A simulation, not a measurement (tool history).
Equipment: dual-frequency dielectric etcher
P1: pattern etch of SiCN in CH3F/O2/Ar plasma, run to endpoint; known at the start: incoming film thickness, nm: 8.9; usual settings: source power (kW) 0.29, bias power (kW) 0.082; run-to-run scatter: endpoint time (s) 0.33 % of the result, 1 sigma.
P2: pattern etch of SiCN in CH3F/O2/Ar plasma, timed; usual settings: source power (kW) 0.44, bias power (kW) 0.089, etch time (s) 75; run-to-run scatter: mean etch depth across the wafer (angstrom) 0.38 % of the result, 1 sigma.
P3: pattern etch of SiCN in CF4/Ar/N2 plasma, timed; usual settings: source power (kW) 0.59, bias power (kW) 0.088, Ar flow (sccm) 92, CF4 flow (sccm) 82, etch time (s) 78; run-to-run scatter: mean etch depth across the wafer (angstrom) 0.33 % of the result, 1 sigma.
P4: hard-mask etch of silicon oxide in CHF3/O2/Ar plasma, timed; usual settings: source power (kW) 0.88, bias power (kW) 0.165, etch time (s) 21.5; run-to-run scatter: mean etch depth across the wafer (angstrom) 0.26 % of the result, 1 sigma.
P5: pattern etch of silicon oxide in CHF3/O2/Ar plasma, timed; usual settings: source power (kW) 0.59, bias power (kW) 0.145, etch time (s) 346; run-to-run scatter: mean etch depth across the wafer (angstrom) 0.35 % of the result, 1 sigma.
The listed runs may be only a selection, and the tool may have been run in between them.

| run | hour | process that ran | source power (kW) | bias power (kW) | etch time (s) | Ar flow (sccm) | CF4 flow (sccm) | hours since the last wet clean | hours since the last source power generator calibration | hours since the last bias power generator calibration | endpoint time (s) | mean etch depth across the wafer (angstrom) |
|---|---|---|---|---|---|---|---|---|---|---|---|---|
| 1 | 15.4 | P1 | 0.29 | 0.082 |  |  |  | 64 | 793.7 | 2224.7 | 24.808 |  |
| 2 | 27.8 | P2 | 0.44 | 0.089 | 75 |  |  | 76.4 | 806.1 | 2237.1 |  | 311.32 |
| 3 | 43.4 | P1 | 0.36 | 0.101 |  |  |  | 92 | 821.7 | 2252.7 | 21.122 |  |
| 4 | 58.7 | P3 | 0.59 | 0.088 | 58.5 | 92 | 82 | 107.3 | 837 | 2268 |  | 688.26 |
|  | 62.6 | source power generator calibrated |
| 5 | 72.1 | P1 | 0.36 | 0.063 |  |  |  | 120.7 | 9.6 | 2281.4 | 25.003 |  |
| 6 | 80.7 | P5 | 0.59 | 0.109 | 346 |  |  | 129.3 | 18.2 | 2290 |  | 5964 |
| 7 | 96 | P1 | 0.29 | 0.082 |  |  |  | 144.6 | 33.5 | 2305.3 | 24.904 |  |
| 8 | 110.8 | P1 | 0.29 | 0.082 |  |  |  | 159.4 | 48.3 | 2320.1 | 24.763 |  |
| 9 | 123.4 | P1 | 0.29 | 0.082 |  |  |  | 172 | 60.9 | 2332.7 | 24.876 |  |
| 10 | 135.6 | P1 | 0.29 | 0.082 |  |  |  | 184.2 | 73.1 | 2344.9 | 24.707 |  |
| 11 | 147.6 | P5 | 0.59 | 0.145 | 346 |  |  | 196.2 | 85.1 | 2356.9 |  | 6494.3 |
| 12 | 162.6 | P2 | 0.44 | 0.07 | 75 |  |  | 211.2 | 100.1 | 2371.9 |  | 284.45 |
| 13 | 171.8 | P4 | 0.88 | 0.12 | 21.5 |  |  | 220.4 | 109.3 | 2381.1 |  | 418.28 |
| 14 | 186.7 | P1 | 0.29 | 0.082 |  |  |  | 235.3 | 124.2 | 2396 | 24.749 |  |
| 15 | 196.3 | P4 | 1.07 | 0.165 | 21.5 |  |  | 244.9 | 133.8 | 2405.6 |  | 498.72 |
| 16 | 208.6 | P1 | 0.29 | 0.104 |  |  |  | 257.2 | 146.1 | 2417.9 | 22.541 |  |
| 17 | 215.6 | P4 | 0.88 | 0.165 | 29 |  |  | 264.2 | 153.1 | 2424.9 |  | 621.07 |
| 18 | 224.1 | P3 | 0.41 | 0.088 | 78 | 92 | 82 | 272.7 | 161.6 | 2433.4 |  | 669.38 |
| 19 | 238.2 | P1 | 0.29 | 0.058 |  |  |  | 286.8 | 175.7 | 2447.5 | 27.875 |  |
| 20 | 252.9 | P5 | 0.78 | 0.145 | 346 |  |  | 301.5 | 190.4 | 2462.2 |  | 7265.3 |
| 21 | 260.8 | P1 | 0.21 | 0.056 |  |  |  | 309.4 | 198.3 | 2470.1 | 32.073 |  |
| 22 | 274.2 | P2 | 0.34 | 0.089 | 75 |  |  | 322.8 | 211.7 | 2483.5 |  | 284.46 |
| 23 | 284.4 | P3 | 0.59 | 0.088 | 78 | 92 | 114 | 333 | 221.9 | 2493.7 |  | 952.36 |
| 24 | 296.3 | P2 | 0.44 | 0.089 | 41 |  |  | 344.9 | 233.8 | 2505.6 |  | 170.54 |
| 25 | 305.6 | P3 | 0.59 | 0.088 | 78 | 92 | 82 | 354.2 | 243.1 | 2514.9 |  | 914.8 |
| 26 | 319.5 | P4 | 0.88 | 0.165 | 21.5 |  |  | 368.1 | 257 | 2528.8 |  | 464.61 |
| 27 | 330.2 | P5 | 0.59 | 0.145 | 261.5 |  |  | 378.8 | 267.7 | 2539.5 |  | 4964.9 |
| 28 | 344.5 | P1 | 0.29 | 0.082 |  |  |  | 393.1 | 282 | 2553.8 | 24.719 |  |
| 29 | 353.2 | P1 | 0.22 | 0.082 |  |  |  | 401.8 | 290.7 | 2562.5 | 27.403 |  |
| 30 | 366.7 | P3 | 0.59 | 0.066 | 78 | 92 | 82 | 415.3 | 304.2 | 2576 |  | 834.57 |
| 31 | 381.5 | P3 | 0.59 | 0.088 | 78 | 75 | 82 | 430.1 | 319 | 2590.8 |  | 938.76 |
| 32 | 389.6 | P1 | 0.36 | 0.082 |  |  |  | 438.2 | 327.1 | 2598.9 | 23.014 |  |
| 33 | 399.1 | P5 | 0.59 | 0.145 | 346 |  |  | 447.7 | 336.6 | 2608.4 |  | 6497.5 |
| 34 | 411.3 | P1 | 0.29 | 0.082 |  |  |  | 459.9 | 348.8 | 2620.6 | 24.759 |  |
| 35 | 420.7 | P1 | 0.29 | 0.082 |  |  |  | 469.3 | 358.2 | 2630 | 24.847 |  |
| 36 | 430.5 | P1 | 0.29 | 0.082 |  |  |  | 479.1 | 368 | 2639.8 | 24.836 |  |
| 37 | 443.9 | P1 | 0.29 | 0.082 |  |  |  | 492.5 | 381.4 | 2653.2 | 24.972 |  |
| 38 | 457.7 | P1 | 0.29 | 0.082 |  |  |  | 506.3 | 395.2 | 2667 | 25.231 |  |
|  | 460.1 | wet clean of the chamber |
| 39 | 471.2 | P1 | 0.29 | 0.082 |  |  |  | 11.2 | 408.7 | 2680.5 | 25.002 |  |
| 40 | 484.2 | P1 | 0.29 | 0.082 |  |  |  | 24.2 | 421.7 | 2693.5 | 25.141 |  |
| 41 | 496.8 | P1 | 0.29 | 0.082 |  |  |  | 36.8 | 434.3 | 2706.1 | 25.055 |  |
| 42 | 505.9 | P1 | 0.29 | 0.082 |  |  |  | 45.9 | 443.4 | 2715.2 | 25.172 |  |
| 43 | 516.4 | P1 | 0.29 | 0.082 |  |  |  | 56.4 | 453.9 | 2725.7 | 25.126 |  |

P1 has crept away from where it was. The log is fitted equally well by each of these 2 causes, at the sizes shown:
A: bias power that arrives under what is set, % = 4.43
B: source power that arrives under what is set, % = 4.42
At approximately hour 411.3, the process output began to creep.
Each remaining cause and why it is not a fit:
chamber walls in a state that lowers the etch rate, %: work on it at hour 460.1, done after the drift set in, did not restore what the process gave before

The check runs listed below each take one wafer, and their results are still question marks. Under which run would the listed causes lead to clearly different results?
| check 1 | 526.9 | P5 | 0.59 | 0.145 | 346 |  |  |  |  |  |  | ? |
| check 2 | 526.9 | P4 | 0.88 | 0.165 | 21.5 |  |  |  |  |  |  | ? |
| check 3 | 526.9 | P2 | 0.44 | 0.089 | 75 |  |  |  |  |  |  | ? |
| check 4 | 526.9 | P3 | 0.59 | 0.088 | 78 | 92 | 82 |  |  |  |  | ? |

Check results expected under each cause:
| check | result | if A | if B |
|---|---|---|---|
| check 1 | mean etch depth across the wafer (angstrom) | 6426.4 | 6407.1 |
| check 2 | mean etch depth across the wafer (angstrom) | 454.92 | 453.54 |
| check 3 | mean etch depth across the wafer (angstrom) | 306.31 | 306.23 |
| check 4 | mean etch depth across the wafer (angstrom) | 903.08 | 881.38 |
Gap, in per cent, between the two causes that each check separates least, read from the result that separates them most: check 1 0.3 %; check 2 0.31 %; check 3 0.03 %; check 4 2.43 %
Check 4 is the one run that separates the causes; every other check would come out nearly the same whichever cause is at work.

With check 4 done, the readings were: mean etch depth across the wafer (angstrom) 901.87. Identify which of the listed causes applies.

It is A: bias power that arrives under what is set, %.

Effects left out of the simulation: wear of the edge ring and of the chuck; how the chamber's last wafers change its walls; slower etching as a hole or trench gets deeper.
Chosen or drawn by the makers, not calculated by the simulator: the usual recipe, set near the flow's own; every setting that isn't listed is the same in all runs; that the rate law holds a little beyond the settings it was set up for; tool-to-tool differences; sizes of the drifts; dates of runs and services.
